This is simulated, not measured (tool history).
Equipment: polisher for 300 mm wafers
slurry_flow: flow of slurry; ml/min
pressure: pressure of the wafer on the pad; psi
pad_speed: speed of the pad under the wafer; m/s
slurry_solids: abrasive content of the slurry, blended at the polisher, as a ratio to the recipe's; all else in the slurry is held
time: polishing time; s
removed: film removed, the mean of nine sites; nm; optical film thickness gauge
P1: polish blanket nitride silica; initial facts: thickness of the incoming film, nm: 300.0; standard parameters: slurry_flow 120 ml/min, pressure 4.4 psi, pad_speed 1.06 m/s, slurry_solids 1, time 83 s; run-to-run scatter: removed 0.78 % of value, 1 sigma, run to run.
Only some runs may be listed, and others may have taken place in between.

run 1 hour=6.6 | slurry_flow=120 pressure=4.4 pad_speed=1.06 slurry_solids=1 time=83 | removed=80.794
run 2 hour=19.8 | slurry_flow=120 pressure=6.6 pad_speed=1.06 slurry_solids=1 time=83 | removed=119.73
run 3 hour=28.8 | slurry_flow=120 pressure=4.4 pad_speed=1.06 slurry_solids=0.6 time=83 | removed=61.982
run 4 hour=41.4 | slurry_flow=120 pressure=4.4 pad_speed=1.06 slurry_solids=1 time=83 | removed=81.708
-- hour=43.2 conditioning disc replaced and pad reconditioned
run 5 hour=51.1 | slurry_flow=120 pressure=3 pad_speed=1.06 slurry_solids=1 time=83 | removed=54.622
run 6 hour=64.5 | slurry_flow=120 pressure=4.4 pad_speed=1.06 slurry_solids=1 time=83 | removed=80.961
run 7 hour=74.7 | slurry_flow=120 pressure=4.4 pad_speed=0.48 slurry_solids=1 time=83 | removed=42.306
run 8 hour=86.4 | slurry_flow=180 pressure=4.4 pad_speed=1.06 slurry_solids=1 time=83 | removed=86.563
run 9 hour=92.9 | slurry_flow=120 pressure=4.4 pad_speed=1.46 slurry_solids=1 time=83 | removed=103.54
run 10 hour=99.1 | slurry_flow=75 pressure=4.4 pad_speed=1.06 slurry_solids=1 time=83 | removed=71.325
run 11 hour=108.2 | slurry_flow=120 pressure=4.4 pad_speed=1.06 slurry_solids=1 time=57 | removed=55.627
run 12 hour=115.6 | slurry_flow=120 pressure=4.4 pad_speed=1.06 slurry_solids=1 time=126 | removed=123.17
run 13 hour=127.2 | slurry_flow=120 pressure=4.4 pad_speed=1.06 slurry_solids=1 time=83 | removed=81.332
run 14 hour=134.5 | slurry_flow=120 pressure=4.4 pad_speed=1.06 slurry_solids=1 time=83 | removed=82.033
run 15 hour=141.5 | slurry_flow=120 pressure=4.4 pad_speed=1.06 slurry_solids=1.45 time=83 | removed=93.559
run 16 hour=153.5 | slurry_flow=120 pressure=4.4 pad_speed=1.6 slurry_solids=1 time=108 | removed=146.37
run 17 hour=159.7 | slurry_flow=120 pressure=4.4 pad_speed=1.06 slurry_solids=1 time=83 | removed=82.33
run 18 hour=169.4 | slurry_flow=120 pressure=4.4 pad_speed=1.06 slurry_solids=1 time=83 | removed=78.426
run 19 hour=182.2 | slurry_flow=120 pressure=4.4 pad_speed=1.06 slurry_solids=1 time=83 | removed=74.388
-- hour=191.2 head pressure recalibrated
run 20 hour=193.9 | slurry_flow=120 pressure=4.4 pad_speed=1.06 slurry_solids=1 time=83 | removed=72.13
run 21 hour=202.1 | slurry_flow=120 pressure=4.4 pad_speed=1.06 slurry_solids=1 time=83 | removed=71.581
run 22 hour=208.2 | slurry_flow=120 pressure=4.4 pad_speed=1.06 slurry_solids=1 time=83 | removed=71.951
-- hour=212.4 slurry nozzle cleaned
-- hour=217.1 conditioning disc replaced and pad reconditioned
run 23 hour=221 | slurry_flow=120 pressure=4.4 pad_speed=1.06 slurry_solids=1 time=83 | removed=70.385
run 24 hour=227.7 | slurry_flow=120 pressure=4.4 pad_speed=1.06 slurry_solids=1 time=83 | removed=70.632
run 25 hour=238.4 | slurry_flow=120 pressure=4.4 pad_speed=1.06 slurry_solids=1 time=83 | removed=68.589

Compared with where it was, what P1 gives has crept away. Each cause listed below fits the log as well as the rest, at the size given for it:
A: abrasive missing from the slurry, % = 25.2
B: removal rate lost through wear of the pad, % = 13.3
The onset of the drift is placed at about hour 159.7.
Excluded causes, each with its reason:
slurry flow missing at the pad, %: serviced after onset, at hour 212.4, with no recovery of the prior output
head's pressure below its setpoint, %: serviced after onset, at hour 191.2, with no recovery of the prior output
time polished since the conditioner stopped cutting, s: serviced after onset, at hour 217.1, with no recovery of the prior output

Of the 4 check runs below, each run on 5 wafers with the results averaged and each result still a question mark, which one would tell the listed causes apart?
run check 1 hour=249.1 | slurry_flow=170 pressure=4.4 pad_speed=1.06 slurry_solids=1 time=83 | removed=?
run check 2 hour=249.1 | slurry_flow=120 pressure=6.3 pad_speed=1.06 slurry_solids=0.7 time=83 | removed=?
run check 3 hour=249.1 | slurry_flow=175 pressure=4.4 pad_speed=1.06 slurry_solids=1 time=83 | removed=?
run check 4 hour=249.1 | slurry_flow=80 pressure=4.4 pad_speed=1.06 slurry_solids=1 time=83 | removed=?

Expected result of each check under each candidate cause:
check=check_1 result=removed if_A=74.721 if_B=74.703
check=check_2 result=removed if_A=81.955 if_B=84.065
check=check_3 result=removed if_A=75.049 if_B=75.031
check=check_4 result=removed if_A=63.306 if_B=63.292
Separation of the two closest causes in each check, using whichever result separates them best: check 1 0.02 %; check 2 2.54 %; check 3 0.02 %; check 4 0.02 %
Of the check runs offered, only check 2 discriminates between the causes; the rest would read about the same regardless of which cause applies.

Check 2 has now been run. It gave: removed 82.232 nm. Which of the candidate causes is it?

It is A: abrasive missing from the slurry, %.
